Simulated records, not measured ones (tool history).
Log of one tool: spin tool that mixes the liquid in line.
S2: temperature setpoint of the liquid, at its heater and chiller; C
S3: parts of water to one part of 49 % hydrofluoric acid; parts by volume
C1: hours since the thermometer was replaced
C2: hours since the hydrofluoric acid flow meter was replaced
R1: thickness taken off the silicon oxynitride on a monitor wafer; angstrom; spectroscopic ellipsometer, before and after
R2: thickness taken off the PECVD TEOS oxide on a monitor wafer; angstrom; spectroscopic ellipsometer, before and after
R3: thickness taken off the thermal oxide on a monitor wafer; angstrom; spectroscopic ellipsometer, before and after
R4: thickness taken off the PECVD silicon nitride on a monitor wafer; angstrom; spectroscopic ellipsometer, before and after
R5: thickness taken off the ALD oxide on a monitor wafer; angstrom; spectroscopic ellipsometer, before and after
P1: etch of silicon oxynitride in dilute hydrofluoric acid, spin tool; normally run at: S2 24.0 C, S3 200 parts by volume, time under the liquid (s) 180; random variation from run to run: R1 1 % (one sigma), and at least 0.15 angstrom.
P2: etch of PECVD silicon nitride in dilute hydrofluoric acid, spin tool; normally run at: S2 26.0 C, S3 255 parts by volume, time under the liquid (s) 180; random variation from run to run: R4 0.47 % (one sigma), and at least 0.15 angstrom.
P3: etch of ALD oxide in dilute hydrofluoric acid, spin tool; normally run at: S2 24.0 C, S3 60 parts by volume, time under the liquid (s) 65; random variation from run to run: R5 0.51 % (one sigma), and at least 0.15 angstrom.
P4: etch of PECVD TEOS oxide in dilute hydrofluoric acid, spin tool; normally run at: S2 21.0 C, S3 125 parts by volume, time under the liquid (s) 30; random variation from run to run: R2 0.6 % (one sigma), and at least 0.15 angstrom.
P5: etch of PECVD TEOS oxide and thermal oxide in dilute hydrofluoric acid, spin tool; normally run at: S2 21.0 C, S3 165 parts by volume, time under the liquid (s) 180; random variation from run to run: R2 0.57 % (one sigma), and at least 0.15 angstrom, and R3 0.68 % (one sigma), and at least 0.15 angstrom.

{"run": 1, "hour": 7.7, "process that ran": "P1", "S2": 24.0, "S3": 200, "time under the liquid (s)": 180, "C1": 258.3, "C2": 250.1, "R1": 23.274}
{"run": 2, "hour": 13.2, "process that ran": "P5", "S2": 21.0, "S3": 60, "time under the liquid (s)": 180, "C1": 263.8, "C2": 255.6, "R2": 237.43, "R3": 136.8}
{"run": 3, "hour": 21.5, "process that ran": "P1", "S2": 24.0, "S3": 35, "time under the liquid (s)": 180, "C1": 272.1, "C2": 263.9, "R1": 150.88}
{"run": 4, "hour": 29.5, "process that ran": "P4", "S2": 17.0, "S3": 125, "time under the liquid (s)": 30, "C1": 280.1, "C2": 271.9, "R2": 49.813}
{"run": 5, "hour": 40.4, "process that ran": "P2", "S2": 26.0, "S3": 255, "time under the liquid (s)": 180, "C1": 291.0, "C2": 282.8, "R4": 46.519}
{"run": 6, "hour": 50.4, "process that ran": "P2", "S2": 26.0, "S3": 255, "time under the liquid (s)": 80, "C1": 301.0, "C2": 292.8, "R4": 20.788}
{"run": 7, "hour": 62.0, "process that ran": "P4", "S2": 21.0, "S3": 125, "time under the liquid (s)": 15, "C1": 312.6, "C2": 304.4, "R2": 29.627}
{"run": 8, "hour": 70.2, "process that ran": "P1", "S2": 28.0, "S3": 200, "time under the liquid (s)": 180, "C1": 320.8, "C2": 312.6, "R1": 27.755}
{"run": 9, "hour": 79.9, "process that ran": "P3", "S2": 29.0, "S3": 60, "time under the liquid (s)": 65, "C1": 330.5, "C2": 322.3, "R5": 426.05}
{"run": 10, "hour": 87.4, "process that ran": "P4", "S2": 21.0, "S3": 125, "time under the liquid (s)": 30, "C1": 338.0, "C2": 329.8, "R2": 58.441}
{"run": 11, "hour": 97.6, "process that ran": "P5", "S2": 21.0, "S3": 165, "time under the liquid (s)": 180, "C1": 348.2, "C2": 340.0, "R2": 76.584, "R3": 43.987}
{"run": 12, "hour": 105.5, "process that ran": "P5", "S2": 21.0, "S3": 165, "time under the liquid (s)": 15, "C1": 356.1, "C2": 347.9, "R2": 6.738, "R3": 3.5866}
{"run": 13, "hour": 111.9, "process that ran": "P1", "S2": 24.0, "S3": 200, "time under the liquid (s)": 50, "C1": 362.5, "C2": 354.3, "R1": 6.071}
{"run": 14, "hour": 117.5, "process that ran": "P1", "S2": 17.0, "S3": 200, "time under the liquid (s)": 295, "C1": 368.1, "C2": 359.9, "R1": 27.706}
{"run": 15, "hour": 126.9, "process that ran": "P2", "S2": 26.0, "S3": 410, "time under the liquid (s)": 180, "C1": 377.5, "C2": 369.3, "R4": 28.699}
{"run": 16, "hour": 136.0, "process that ran": "P5", "S2": 21.0, "S3": 165, "time under the liquid (s)": 180, "C1": 386.6, "C2": 378.4, "R2": 77.381, "R3": 44.42}
{"run": 17, "hour": 146.4, "process that ran": "P3", "S2": 24.0, "S3": 60, "time under the liquid (s)": 65, "C1": 397.0, "C2": 388.8, "R5": 346.37}
{"run": 18, "hour": 158.1, "process that ran": "P2", "S2": 26.0, "S3": 255, "time under the liquid (s)": 180, "C1": 408.7, "C2": 400.5, "R4": 46.94}
{"run": 19, "hour": 168.3, "process that ran": "P1", "S2": 18.0, "S3": 200, "time under the liquid (s)": 180, "C1": 418.9, "C2": 410.7, "R1": 17.353}
{"run": 20, "hour": 174.4, "process that ran": "P3", "S2": 24.0, "S3": 100, "time under the liquid (s)": 65, "C1": 425.0, "C2": 416.8, "R5": 195.51}
{"run": 21, "hour": 181.4, "process that ran": "P2", "S2": 32.5, "S3": 255, "time under the liquid (s)": 180, "C1": 432.0, "C2": 423.8, "R4": 68.375}
{"run": 22, "hour": 187.1, "process that ran": "P1", "S2": 24.0, "S3": 200, "time under the liquid (s)": 180, "C1": 437.7, "C2": 429.5, "R1": 23.063}
{"run": 23, "hour": 194.5, "process that ran": "P1", "S2": 24.0, "S3": 200, "time under the liquid (s)": 180, "C1": 445.1, "C2": 436.9, "R1": 22.557}
{"run": 24, "hour": 200.4, "process that ran": "P4", "S2": 21.0, "S3": 125, "time under the liquid (s)": 30, "C1": 451.0, "C2": 442.8, "R2": 59.266}
{"run": 25, "hour": 210.7, "process that ran": "P1", "S2": 24.0, "S3": 295, "time under the liquid (s)": 180, "C1": 461.3, "C2": 453.1, "R1": 14.685}
{"run": 26, "hour": 221.4, "process that ran": "P1", "S2": 24.0, "S3": 200, "time under the liquid (s)": 180, "C1": 472.0, "C2": 463.8, "R1": 22.677}
{"run": 27, "hour": 230.2, "process that ran": "P1", "S2": 17.0, "S3": 200, "time under the liquid (s)": 60, "C1": 480.8, "C2": 472.6, "R1": 5.4822}
{"run": 28, "hour": 236.7, "process that ran": "P3", "S2": 24.0, "S3": 60, "time under the liquid (s)": 110, "C1": 487.3, "C2": 479.1, "R5": 581.86}
{"run": 29, "hour": 247.4, "process that ran": "P5", "S2": 17.0, "S3": 165, "time under the liquid (s)": 180, "C1": 498.0, "C2": 489.8, "R2": 65.802, "R3": 38.021}
{"run": 30, "hour": 255.0, "process that ran": "P1", "S2": 24.0, "S3": 200, "time under the liquid (s)": 350, "C1": 505.6, "C2": 497.4, "R1": 44.447}
{"run": 31, "hour": 260.2, "process that ran": "P4", "S2": 21.0, "S3": 50, "time under the liquid (s)": 30, "C1": 510.8, "C2": 502.6, "R2": 161.45}
{"run": 32, "hour": 266.1, "process that ran": "P1", "S2": 24.0, "S3": 200, "time under the liquid (s)": 180, "C1": 516.7, "C2": 508.5, "R1": 22.9}
{"run": 33, "hour": 277.3, "process that ran": "P1", "S2": 24.0, "S3": 200, "time under the liquid (s)": 180, "C1": 527.9, "C2": 519.7, "R1": 23.773}
{"run": 34, "hour": 284.7, "process that ran": "P1", "S2": 24.0, "S3": 200, "time under the liquid (s)": 180, "C1": 535.3, "C2": 527.1, "R1": 24.74}
{"run": 35, "hour": 296.3, "process that ran": "P1", "S2": 24.0, "S3": 200, "time under the liquid (s)": 180, "C1": 546.9, "C2": 538.7, "R1": 24.964}
{"run": 36, "hour": 305.1, "process that ran": "P1", "S2": 24.0, "S3": 200, "time under the liquid (s)": 180, "C1": 555.7, "C2": 547.5, "R1": 24.815}
{"run": 37, "hour": 313.8, "process that ran": "P1", "S2": 24.0, "S3": 200, "time under the liquid (s)": 180, "C1": 564.4, "C2": 556.2, "R1": 24.821}
{"run": 38, "hour": 323.8, "process that ran": "P1", "S2": 24.0, "S3": 200, "time under the liquid (s)": 180, "C1": 574.4, "C2": 566.2, "R1": 25.13}
{"run": 39, "hour": 332.1, "process that ran": "P1", "S2": 24.0, "S3": 200, "time under the liquid (s)": 180, "C1": 582.7, "C2": 574.5, "R1": 24.899}

What P1 gives has crept away from where it was. These 2 causes fit the log equally well, each at the size given:
A: liquid hotter than its thermometer reads (K) = 1.85
B: hydrofluoric acid flow above the setpoint (%) = 7.36
The creep began at about hour 266.1.

4 check runs are offered, each on 2 wafers whose results are averaged, their results left as question marks. Which one tells the causes apart?
{"run": "check 1", "hour": 340.4, "process that ran": "P5", "S2": 17.0, "S3": 165, "time under the liquid (s)": 75, "R2": "?", "R3": "?"}
{"run": "check 2", "hour": 340.4, "process that ran": "P4", "S2": 17.0, "S3": 125, "time under the liquid (s)": 30, "R2": "?"}
{"run": "check 3", "hour": 340.4, "process that ran": "P2", "S2": 31.5, "S3": 255, "time under the liquid (s)": 180, "R4": "?"}
{"run": "check 4", "hour": 340.4, "process that ran": "P3", "S2": 24.0, "S3": 90, "time under the liquid (s)": 65, "R5": "?"}

What each check would give under each cause:
check=check_1 result=R2 if_A=29.475 if_B=29.692
check=check_1 result=R3 if_A=17.0120 if_B=17.1370
check=check_2 result=R2 if_A=53.955 if_B=54.139
check=check_3 result=R4 if_A=71.983 if_B=69.700
check=check_4 result=R5 if_A=238.32 if_B=239.64
How far apart the two closest causes lie, in the result that separates them most: check 1 0.73 %; check 2 0.34 %; check 3 3.22 %; check 4 0.55 %
Check 3 tells the causes apart: in the others they would give nearly the same result.

Check 3 was then run and gave: R4 69.826 angstrom. Which cause is it?

It is B: hydrofluoric acid flow above the setpoint (%).
